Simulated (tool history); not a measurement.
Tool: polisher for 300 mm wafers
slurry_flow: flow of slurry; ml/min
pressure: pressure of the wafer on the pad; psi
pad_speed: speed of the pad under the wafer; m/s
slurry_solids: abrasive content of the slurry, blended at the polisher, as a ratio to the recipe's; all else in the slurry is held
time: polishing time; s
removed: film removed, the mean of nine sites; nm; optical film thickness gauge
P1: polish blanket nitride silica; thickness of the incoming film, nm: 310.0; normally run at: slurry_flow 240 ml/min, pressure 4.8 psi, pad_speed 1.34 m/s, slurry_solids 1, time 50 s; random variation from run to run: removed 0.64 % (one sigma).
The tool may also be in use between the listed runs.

run,hour,slurry_flow,pressure,pad_speed,slurry_solids,time,wafers polished on this pad,hours since the slurry nozzle was cleaned,hours since the head pressure was calibrated,hours since the slurry blender was calibrated,hours since the conditioning disc was replaced,removed
1,5.2,240,4.8,1.34,1,50,885,92.9,708.1,85.3,226.2,57.372
2,10,240,2.5,1.34,1.45,50,921,97.7,712.9,90.1,231,34.991
3,12.5,240,6.2,1.34,1,50,941,100.2,715.4,92.6,233.5,74.652
4,17.5,240,4.8,1.34,1,50,979,105.2,720.4,97.6,238.5,57.319
# hour 17.8: conditioning disc replaced and pad reconditioned
5,22.7,240,4.8,1.34,1,50,1019,110.4,725.6,102.8,4.9,57.719
6,27.5,240,4.8,1.34,1.45,50,1056,115.2,730.4,107.6,9.7,67.635
7,32.3,240,4.8,2.1,1,50,1092,120,735.2,112.4,14.5,82.323
8,37.1,240,4.8,0.76,1,50,1129,124.8,740,117.2,19.3,36.961
9,40.4,240,4.8,1.34,1.25,28,1155,128.1,743.3,120.5,22.6,35.349
10,43.8,240,4.8,1.34,1,50,1181,131.5,746.7,123.9,26,57.009
11,46.7,370,4.8,1.34,1,50,1203,134.4,749.6,126.8,28.9,60.039
12,51.6,240,4.8,1.34,1,37,1241,139.3,754.5,131.7,33.8,42.152
13,56.3,145,4.8,1.34,1,50,1277,144,759.2,136.4,38.5,53.816
14,60.9,240,4.8,1.34,1,79,1312,148.6,763.8,141,43.1,91.34
15,65.9,145,3.2,1.34,1,50,1350,153.6,768.8,146,48.1,35.805
16,70.1,240,2.2,1.34,1,50,1382,157.8,773,150.2,52.3,26.284
17,74.8,240,4.8,1.34,0.6,50,1418,162.5,777.7,154.9,57,44.372
18,78.1,240,4.8,1.34,1,50,1444,165.8,781,158.2,60.3,57.425
19,80.9,240,4.8,1.34,1,50,1465,168.6,783.8,161,63.1,56.798
20,84,240,4.8,1.34,1,50,1489,171.7,786.9,164.1,66.2,54.99
21,88.9,240,4.8,1.34,1,50,1527,176.6,791.8,169,71.1,53.294
22,94.5,240,4.8,1.34,1,50,1570,182.2,797.4,174.6,76.7,51.667

Run 23 comes next. What will it give?
23,97.4,240,4.8,1.34,1,50,1592,185.1,800.3,177.5,79.6,?

{"run 23": {"removed": 51.721}}

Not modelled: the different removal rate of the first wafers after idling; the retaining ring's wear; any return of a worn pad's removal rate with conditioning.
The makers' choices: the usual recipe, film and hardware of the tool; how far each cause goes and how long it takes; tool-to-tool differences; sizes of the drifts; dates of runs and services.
